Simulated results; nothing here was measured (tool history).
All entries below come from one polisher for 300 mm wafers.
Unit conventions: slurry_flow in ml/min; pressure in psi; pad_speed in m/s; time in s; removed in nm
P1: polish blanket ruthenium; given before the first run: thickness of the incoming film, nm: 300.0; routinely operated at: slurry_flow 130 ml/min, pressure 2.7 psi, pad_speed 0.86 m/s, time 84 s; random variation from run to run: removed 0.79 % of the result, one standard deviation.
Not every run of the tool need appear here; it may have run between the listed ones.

| run | hour | slurry_flow | pressure | pad_speed | time | removed |
|---|---|---|---|---|---|---|
| 1 | 15.2 | 130 | 2.7 | 0.86 | 84 | 122.9 |
| 2 | 23.6 | 130 | 2.7 | 0.86 | 84 | 123.41 |
| 3 | 36.7 | 200 | 2.7 | 0.86 | 84 | 132.19 |
| 4 | 44.4 | 130 | 2.7 | 0.86 | 121 | 177.76 |
| 5 | 52.4 | 130 | 2.7 | 1.34 | 84 | 192.07 |
| 6 | 63.1 | 130 | 2.7 | 0.86 | 84 | 123.28 |
| 7 | 73.4 | 130 | 2.7 | 0.38 | 84 | 54.947 |
| 8 | 80 | 90 | 2.7 | 0.86 | 84 | 114.41 |
| 9 | 88.3 | 130 | 3.4 | 0.86 | 84 | 155.95 |
| 10 | 101.2 | 130 | 2.7 | 0.86 | 84 | 123.38 |
| 11 | 110.8 | 130 | 2.7 | 0.86 | 48 | 70.748 |
| 12 | 117.8 | 130 | 1.7 | 0.86 | 84 | 76.643 |
| 13 | 127.2 | 130 | 2.7 | 0.86 | 84 | 121.9 |
| 14 | 135.1 | 130 | 2.7 | 0.86 | 84 | 122.25 |
| 15 | 148.5 | 165 | 2.7 | 1.06 | 84 | 157.61 |
| 16 | 158 | 130 | 2.7 | 0.86 | 84 | 124.55 |
| 17 | 168.8 | 130 | 2.7 | 0.86 | 84 | 122.48 |
| 18 | 183.6 | 130 | 2.7 | 0.86 | 84 | 119.36 |
| 19 | 196.9 | 130 | 2.7 | 0.86 | 84 | 116.9 |
| 20 | 209.3 | 130 | 2.7 | 0.86 | 84 | 115.35 |
| 21 | 223.9 | 130 | 2.7 | 0.86 | 84 | 114.62 |
|  | 224.1 | head pressure recalibrated |
| 22 | 234 | 130 | 2.7 | 0.86 | 84 | 115.5 |
| 23 | 248 | 130 | 2.7 | 0.86 | 84 | 113.26 |
| 24 | 262.9 | 130 | 2.7 | 0.86 | 84 | 113.6 |
| 25 | 277.7 | 130 | 2.7 | 0.86 | 84 | 111.79 |
| 26 | 288.8 | 130 | 2.7 | 0.86 | 84 | 114.88 |
| 27 | 299.2 | 130 | 2.7 | 0.86 | 84 | 112.08 |

Something has made what P1 gives creep away from where it was; the 2 causes below, each at its own stated size, fit the log equally well:
A: removal rate lost through wear of the pad, % = 8.98
B: slurry flow missing at the pad, % = 32.6
The gradual shift began around hour 158.
Why every other cause is out:
head's pressure below its setpoint, %: serviced at hour 224.1, after the drift had started, without restoring the earlier output

Each of the check runs listed below is run on 5 wafers and reports their average, with the results left as question marks. Pick the one under which the possible causes would lead to clearly different results.
| check 1 | 309.6 | 130 | 2.7 | 1.1 | 58 | ? |
| check 2 | 309.6 | 130 | 2.7 | 0.52 | 106 | ? |
| check 3 | 309.6 | 130 | 2.7 | 1.26 | 84 | ? |
| check 4 | 309.6 | 195 | 2.7 | 0.86 | 84 | ? |

Check results expected under each cause:
| check | result | if A | if B |
|---|---|---|---|
| check 1 | removed | 99.072 | 99.072 |
| check 2 | removed | 85.594 | 85.593 |
| check 3 | removed | 164.35 | 164.35 |
| check 4 | removed | 119.98 | 123.51 |
Smallest distance between any two causes, each pair judged by its most separating result, in per cent: check 1 0 %; check 2 0 %; check 3 0 %; check 4 2.9 %
Only in check 4 would the causes give clearly different results; in the remaining checks their results would be nearly the same.

Check 4 was carried out, with these results: removed 123.15 nm. Which of the listed causes is responsible?

It was cause B: slurry flow missing at the pad, %.
